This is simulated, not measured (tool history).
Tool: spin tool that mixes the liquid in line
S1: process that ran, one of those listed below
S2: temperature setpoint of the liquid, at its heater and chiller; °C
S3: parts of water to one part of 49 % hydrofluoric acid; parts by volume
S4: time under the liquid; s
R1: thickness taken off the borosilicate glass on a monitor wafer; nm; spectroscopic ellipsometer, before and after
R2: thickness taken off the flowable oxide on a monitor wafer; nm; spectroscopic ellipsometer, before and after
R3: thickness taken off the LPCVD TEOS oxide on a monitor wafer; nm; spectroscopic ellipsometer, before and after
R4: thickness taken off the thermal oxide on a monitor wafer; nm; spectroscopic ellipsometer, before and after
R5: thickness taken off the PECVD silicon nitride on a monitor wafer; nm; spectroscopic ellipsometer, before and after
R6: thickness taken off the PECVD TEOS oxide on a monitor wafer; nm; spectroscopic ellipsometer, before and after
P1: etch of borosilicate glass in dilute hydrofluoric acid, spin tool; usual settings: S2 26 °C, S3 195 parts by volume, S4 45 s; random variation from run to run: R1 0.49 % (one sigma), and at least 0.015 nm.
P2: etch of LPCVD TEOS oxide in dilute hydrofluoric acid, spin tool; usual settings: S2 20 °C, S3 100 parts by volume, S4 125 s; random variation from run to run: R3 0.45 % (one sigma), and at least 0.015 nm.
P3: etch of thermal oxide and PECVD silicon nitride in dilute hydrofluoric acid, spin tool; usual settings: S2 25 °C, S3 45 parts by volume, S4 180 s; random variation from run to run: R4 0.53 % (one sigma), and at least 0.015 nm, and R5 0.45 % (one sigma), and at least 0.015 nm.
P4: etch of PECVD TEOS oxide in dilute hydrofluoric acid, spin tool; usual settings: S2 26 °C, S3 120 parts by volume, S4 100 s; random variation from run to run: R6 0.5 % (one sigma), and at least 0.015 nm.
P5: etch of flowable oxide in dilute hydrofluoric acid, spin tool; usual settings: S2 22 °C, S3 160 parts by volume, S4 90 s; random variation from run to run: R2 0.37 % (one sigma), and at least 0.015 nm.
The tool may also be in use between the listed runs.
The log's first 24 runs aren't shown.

| run | hour | S1 | S2 | S3 | S4 | R1 | R2 | R3 | R4 | R5 | R6 |
|---|---|---|---|---|---|---|---|---|---|---|---|
| 25 | 124.4 | P5 | 22 | 270 | 90 |  | 15.27 |  |  |  |  |
| 26 | 130 | P2 | 20 | 100 | 125 |  |  | 19.033 |  |  |  |
| 27 | 137.2 | P1 | 26 | 45 | 45 | 67.155 |  |  |  |  |  |
|  | 140.3 | thermometer replaced |
| 28 | 142 | P4 | 26 | 210 | 100 |  |  |  |  |  | 4.4225 |
| 29 | 146 | P1 | 26 | 300 | 45 | 7.5057 |  |  |  |  |  |
| 30 | 150.9 | P2 | 27.5 | 100 | 125 |  |  | 25.744 |  |  |  |
| 31 | 155.7 | P1 | 26 | 195 | 15 | 4.2562 |  |  |  |  |  |
| 32 | 159.2 | P1 | 26 | 195 | 45 | 12.932 |  |  |  |  |  |
| 33 | 166.2 | P1 | 26 | 195 | 45 | 13.311 |  |  |  |  |  |
| 34 | 171.1 | P1 | 26 | 195 | 45 | 13.456 |  |  |  |  |  |
| 35 | 178.1 | P1 | 26 | 195 | 45 | 13.573 |  |  |  |  |  |
| 36 | 185.5 | P1 | 26 | 195 | 45 | 13.731 |  |  |  |  |  |
| 37 | 191.3 | P1 | 26 | 195 | 45 | 13.687 |  |  |  |  |  |
| 38 | 197.5 | P1 | 26 | 195 | 45 | 13.861 |  |  |  |  |  |

Forecast run 39:
| 39 | 203.7 | P1 | 26 | 195 | 45 | ? |  |  |  |  |  |

R1: 13.793 nm
